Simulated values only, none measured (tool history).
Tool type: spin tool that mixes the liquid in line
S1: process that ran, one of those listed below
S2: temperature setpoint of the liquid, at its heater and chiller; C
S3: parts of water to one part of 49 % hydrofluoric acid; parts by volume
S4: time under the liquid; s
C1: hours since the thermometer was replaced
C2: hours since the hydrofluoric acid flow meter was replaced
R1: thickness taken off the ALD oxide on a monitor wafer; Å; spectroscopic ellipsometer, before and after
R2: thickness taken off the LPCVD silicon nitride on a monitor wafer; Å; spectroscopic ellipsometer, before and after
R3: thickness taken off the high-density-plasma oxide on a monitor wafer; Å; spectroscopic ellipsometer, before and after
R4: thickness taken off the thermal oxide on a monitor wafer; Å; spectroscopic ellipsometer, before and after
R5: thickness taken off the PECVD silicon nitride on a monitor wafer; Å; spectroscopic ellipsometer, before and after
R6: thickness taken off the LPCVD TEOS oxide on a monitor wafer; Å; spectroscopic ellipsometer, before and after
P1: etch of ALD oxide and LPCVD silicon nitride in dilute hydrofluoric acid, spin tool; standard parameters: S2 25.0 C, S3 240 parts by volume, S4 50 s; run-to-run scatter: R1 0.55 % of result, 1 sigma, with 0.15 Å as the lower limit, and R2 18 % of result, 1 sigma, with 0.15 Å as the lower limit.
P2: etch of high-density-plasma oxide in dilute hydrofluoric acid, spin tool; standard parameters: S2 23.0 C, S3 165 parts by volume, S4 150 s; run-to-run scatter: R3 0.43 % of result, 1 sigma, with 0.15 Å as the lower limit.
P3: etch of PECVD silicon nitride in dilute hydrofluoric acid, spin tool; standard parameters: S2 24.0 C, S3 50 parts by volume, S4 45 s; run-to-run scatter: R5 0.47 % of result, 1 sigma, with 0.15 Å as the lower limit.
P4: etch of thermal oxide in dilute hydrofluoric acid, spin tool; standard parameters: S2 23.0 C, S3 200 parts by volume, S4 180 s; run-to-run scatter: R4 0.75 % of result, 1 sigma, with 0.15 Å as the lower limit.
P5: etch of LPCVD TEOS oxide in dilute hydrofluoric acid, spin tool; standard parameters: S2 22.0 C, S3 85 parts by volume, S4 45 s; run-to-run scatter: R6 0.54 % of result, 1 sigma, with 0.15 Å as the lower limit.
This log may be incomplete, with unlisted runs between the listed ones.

run   hour  S1    S2   S3   S4     C1      C2       R1       R2       R3       R4       R5       R6
  1    5.7  P1  25.0  240   50  684.4  1274.2   48.075  0.89107
  2   10.3  P1  19.5  240   15  689.0  1278.8   11.751  0.36856
  3   15.7  P1  25.0  430   50  694.4  1284.2   22.391  0.71109
  4   22.7  P1  25.0  240   15  701.4  1291.2   14.167  0.52202
  5   28.5  P2  23.0  165  150  707.2  1297.0                     64.917
  6   37.0  P2  23.0  165  285  715.7  1305.5                    123.630
  7   42.5  P1  18.0  155   50  721.2  1311.0   61.422  0.99153
  8   50.8  P4  23.0  200  180  729.5  1319.3                              35.147
  9   56.5  P3  24.0   20   45  735.2  1325.0                                      123.160
 10   60.9  P1  20.5  240   50  739.6  1329.4   39.934  1.12660
 11   69.3  P3  24.0   50   45  748.0  1337.8                                       50.951
 12   76.4  P1  31.0  240   50  755.1  1344.9   58.210  2.23210
 13   85.2  P1  25.0  240  100  763.9  1353.7   94.825  2.46200
 14   91.7  P4  23.0  200  100  770.4  1360.2                              19.778
 15   98.9  P3  24.0   50   15  777.6  1367.4                                       16.910
 16  103.8  P4  23.0   75  180  782.5  1372.3                             110.630
 17  108.0  P1  25.0  240   50  786.7  1376.5   47.596  0.78315
 18  116.3  P2  23.0  165  150  795.0  1384.8                     64.801
 19  124.7  P2  29.0  165  150  803.4  1393.2                     81.008
 20  132.0  P5  22.0   85   45  810.7  1400.5                                                84.383
 21  139.4  P5  29.5   85   45  818.1  1407.9                                               113.140
 22  147.2  P1  25.0  240   50  825.9  1415.7   47.705  0.76447
 23  155.4  P1  25.0  240   50  834.1  1423.9   47.293  0.92106
 24  162.4  P2  23.0  105  150  841.1  1430.9                    108.540
 25  169.3  P3  31.0   50   45  848.0  1437.8                                       80.263
 26  174.7  P1  25.0  240   50  853.4  1443.2   47.212  1.22520
 27  182.0  P1  25.0  100   50  860.7  1450.5  133.310  2.77140
 28  188.9  P5  22.0  135   45  867.6  1457.4                                                50.430
 29  198.4  P4  17.0  200  180  877.1  1466.9                              28.109
 30  204.8  P5  22.0   85   15  883.5  1473.3                                                28.169
 31  213.0  P1  25.0  240   50  891.7  1481.5   47.448  0.86735
 32  220.9  P1  25.0  240   50  899.6  1489.4   47.463  1.43870
 33  229.6  P1  25.0  240   50  908.3  1498.1   44.723  1.08050
 34  234.8  P1  25.0  240   50  913.5  1503.3   44.254  0.60149

Forecast run 35:
 35  242.5  P1  25.0  240  50  921.2  1511.0   ?   ?

{"run 35": {"R1": 44.06, "R2": 1.0976}}

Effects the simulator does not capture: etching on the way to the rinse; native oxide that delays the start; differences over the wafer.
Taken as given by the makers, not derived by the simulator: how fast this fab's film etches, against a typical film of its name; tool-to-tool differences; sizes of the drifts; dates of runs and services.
